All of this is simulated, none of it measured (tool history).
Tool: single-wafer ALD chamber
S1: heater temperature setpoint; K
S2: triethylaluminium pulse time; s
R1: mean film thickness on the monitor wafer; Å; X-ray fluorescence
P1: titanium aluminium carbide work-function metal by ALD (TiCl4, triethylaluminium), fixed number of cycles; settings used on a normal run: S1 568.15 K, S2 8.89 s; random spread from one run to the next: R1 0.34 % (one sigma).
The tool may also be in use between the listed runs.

run	day	S1	S2	R1
1	0.608	568.15	8.89	18.636
2	1.021	568.15	8.89	18.787
3	1.388	568.15	13.12	19.485
4	1.762	544.15	8.89	16.739
5	2.05	584.15	8.89	20.152
6	2.467	550.15	6.32	16.079
7	2.812	568.15	3.95	14.773
8	3.121	546.15	14.09	17.748
9	3.621	568.15	8.89	18.742
10	4.104	568.15	8.89	18.877
11	4.4	568.15	8.89	18.896
12	4.858	568.15	8.89	18.709
# day 4.904: thermocouple changed; heater temperature recalibrated
13	5.479	568.15	8.89	18.824
14	5.754	568.15	8.89	18.693
15	6.079	568.15	8.89	18.543
16	6.6	568.15	8.89	18.419
17	7.083	568.15	8.89	18.441
18	7.667	568.15	8.89	18.455
19	7.988	568.15	8.89	18.458

Forecast run 20:
20	8.508	568.15	8.89	?

R1: 18.588 Å
